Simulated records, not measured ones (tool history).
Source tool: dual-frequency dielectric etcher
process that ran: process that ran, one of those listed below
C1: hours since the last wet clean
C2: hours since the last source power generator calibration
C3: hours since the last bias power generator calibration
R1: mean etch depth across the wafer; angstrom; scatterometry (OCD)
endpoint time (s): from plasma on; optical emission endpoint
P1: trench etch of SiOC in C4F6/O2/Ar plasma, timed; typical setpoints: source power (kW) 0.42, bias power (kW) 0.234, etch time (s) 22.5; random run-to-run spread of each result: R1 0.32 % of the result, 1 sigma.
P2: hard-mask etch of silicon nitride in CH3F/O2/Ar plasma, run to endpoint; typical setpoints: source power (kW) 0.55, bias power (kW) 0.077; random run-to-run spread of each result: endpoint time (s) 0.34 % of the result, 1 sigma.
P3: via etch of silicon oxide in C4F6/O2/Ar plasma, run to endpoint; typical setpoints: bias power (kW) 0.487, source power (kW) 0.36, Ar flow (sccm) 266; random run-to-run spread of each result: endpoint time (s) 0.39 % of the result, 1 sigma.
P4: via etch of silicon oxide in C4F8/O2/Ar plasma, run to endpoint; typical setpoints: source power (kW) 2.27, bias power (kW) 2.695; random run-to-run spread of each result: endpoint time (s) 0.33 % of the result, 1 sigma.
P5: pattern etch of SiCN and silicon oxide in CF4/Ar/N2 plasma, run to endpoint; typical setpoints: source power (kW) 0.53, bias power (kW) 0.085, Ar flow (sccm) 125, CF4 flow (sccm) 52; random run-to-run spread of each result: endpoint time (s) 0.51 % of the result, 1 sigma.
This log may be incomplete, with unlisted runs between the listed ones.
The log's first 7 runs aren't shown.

Run 8, day 1.112: process that ran P2, source power (kW) 0.55, bias power (kW) 0.107; C1 396.9; C2 1823.1; C3 1361.9. Result: endpoint time (s) 43.229.
Run 9, day 1.246: process that ran P5, source power (kW) 0.73, bias power (kW) 0.085, Ar flow (sccm) 125, CF4 flow (sccm) 52; C1 400.1; C2 1826.3; C3 1365.1. Result: endpoint time (s) 12.874.
Run 10, day 1.367: process that ran P1, source power (kW) 0.42, bias power (kW) 0.234, etch time (s) 22.5; C1 403; C2 1829.2; C3 1368. Result: R1 521.11 angstrom.
Run 11, day 1.488: process that ran P1, source power (kW) 0.3, bias power (kW) 0.234, etch time (s) 22.5; C1 405.9; C2 1832.1; C3 1370.9. Result: R1 455.93 angstrom.
Run 12, day 1.688: process that ran P3, source power (kW) 0.36, bias power (kW) 0.487, Ar flow (sccm) 266; C1 410.7; C2 1836.9; C3 1375.7. Result: endpoint time (s) 14.933.
At day 1.825: bias power generator calibrated.
Run 13, day 1.862: process that ran P5, source power (kW) 0.53, bias power (kW) 0.085, Ar flow (sccm) 125, CF4 flow (sccm) 52; C1 414.9; C2 1841.1; C3 1. Result: endpoint time (s) 17.18.
Run 14, day 2.033: process that ran P1, source power (kW) 0.58, bias power (kW) 0.147, etch time (s) 22.5; C1 419; C2 1845.2; C3 5.1. Result: R1 507.81 angstrom.
Run 15, day 2.217: process that ran P1, source power (kW) 0.42, bias power (kW) 0.234, etch time (s) 22.5; C1 423.4; C2 1849.6; C3 9.5. Result: R1 518.88 angstrom.
At day 2.25: wet clean of the chamber.
Run 16, day 2.354: process that ran P1, source power (kW) 0.42, bias power (kW) 0.234, etch time (s) 22.5; C1 2.5; C2 1852.9; C3 12.8. Result: R1 519.92 angstrom.
Run 17, day 2.462: process that ran P1, source power (kW) 0.42, bias power (kW) 0.234, etch time (s) 22.5; C1 5.1; C2 1855.5; C3 15.4. Result: R1 519.58 angstrom.
Run 18, day 2.604: process that ran P4, source power (kW) 2.27, bias power (kW) 2.695; C1 8.5; C2 1858.9; C3 18.8. Result: endpoint time (s) 142.41.
Run 19, day 2.754: process that ran P1, source power (kW) 0.55, bias power (kW) 0.234, etch time (s) 22.5; C1 12.1; C2 1862.5; C3 22.4. Result: R1 572.05 angstrom.
Run 20, day 2.942: process that ran P4, source power (kW) 1.78, bias power (kW) 2.695; C1 16.6; C2 1867; C3 26.9. Result: endpoint time (s) 156.98.
Run 21, day 3.129: process that ran P3, source power (kW) 0.36, bias power (kW) 0.487, Ar flow (sccm) 372; C1 21.1; C2 1871.5; C3 31.4. Result: endpoint time (s) 15.388.
Run 22, day 3.267: process that ran P3, source power (kW) 0.36, bias power (kW) 0.487, Ar flow (sccm) 266; C1 24.4; C2 1874.8; C3 34.7. Result: endpoint time (s) 14.976.
Run 23, day 3.425: process that ran P5, source power (kW) 0.53, bias power (kW) 0.085, Ar flow (sccm) 99, CF4 flow (sccm) 52; C1 28.2; C2 1878.6; C3 38.5. Result: endpoint time (s) 16.502.
Run 24, day 3.533: process that ran P2, source power (kW) 0.75, bias power (kW) 0.077; C1 30.8; C2 1881.2; C3 41.1. Result: endpoint time (s) 43.36.
Run 25, day 3.688: process that ran P1, source power (kW) 0.42, bias power (kW) 0.234, etch time (s) 14; C1 34.5; C2 1884.9; C3 44.8. Result: R1 321.89 angstrom.
Run 26, day 3.871: process that ran P1, source power (kW) 0.42, bias power (kW) 0.325, etch time (s) 22.5; C1 38.9; C2 1889.3; C3 49.2. Result: R1 578.33 angstrom.
Run 27, day 4.05: process that ran P5, source power (kW) 0.53, bias power (kW) 0.085, Ar flow (sccm) 125, CF4 flow (sccm) 52; C1 43.2; C2 1893.6; C3 53.5. Result: endpoint time (s) 17.088.
Run 28, day 4.221: process that ran P1, source power (kW) 0.42, bias power (kW) 0.234, etch time (s) 22.5; C1 47.3; C2 1897.7; C3 57.6. Result: R1 520.19 angstrom.
Run 29, day 4.308: process that ran P5, source power (kW) 0.53, bias power (kW) 0.055, Ar flow (sccm) 125, CF4 flow (sccm) 52; C1 49.4; C2 1899.8; C3 59.7. Result: endpoint time (s) 20.
Run 30, day 4.438: process that ran P1, source power (kW) 0.55, bias power (kW) 0.196, etch time (s) 22.5; C1 52.5; C2 1902.9; C3 62.8. Result: R1 543.71 angstrom.
Run 31, day 4.612: process that ran P4, source power (kW) 2.27, bias power (kW) 2.695; C1 56.7; C2 1907.1; C3 67. Result: endpoint time (s) 142.18.
Run 32, day 4.75: process that ran P1, source power (kW) 0.42, bias power (kW) 0.234, etch time (s) 28; C1 60; C2 1910.4; C3 70.3. Result: R1 645.85 angstrom.

Run 33 is up next; what results do you expect?
Run 33, day 4.925: process that ran P1, source power (kW) 0.42, bias power (kW) 0.234, etch time (s) 22.5; C1 64.2; C2 1914.6; C3 74.5. Result: R1 ?.

Run 33 measured R1 516.73 angstrom.

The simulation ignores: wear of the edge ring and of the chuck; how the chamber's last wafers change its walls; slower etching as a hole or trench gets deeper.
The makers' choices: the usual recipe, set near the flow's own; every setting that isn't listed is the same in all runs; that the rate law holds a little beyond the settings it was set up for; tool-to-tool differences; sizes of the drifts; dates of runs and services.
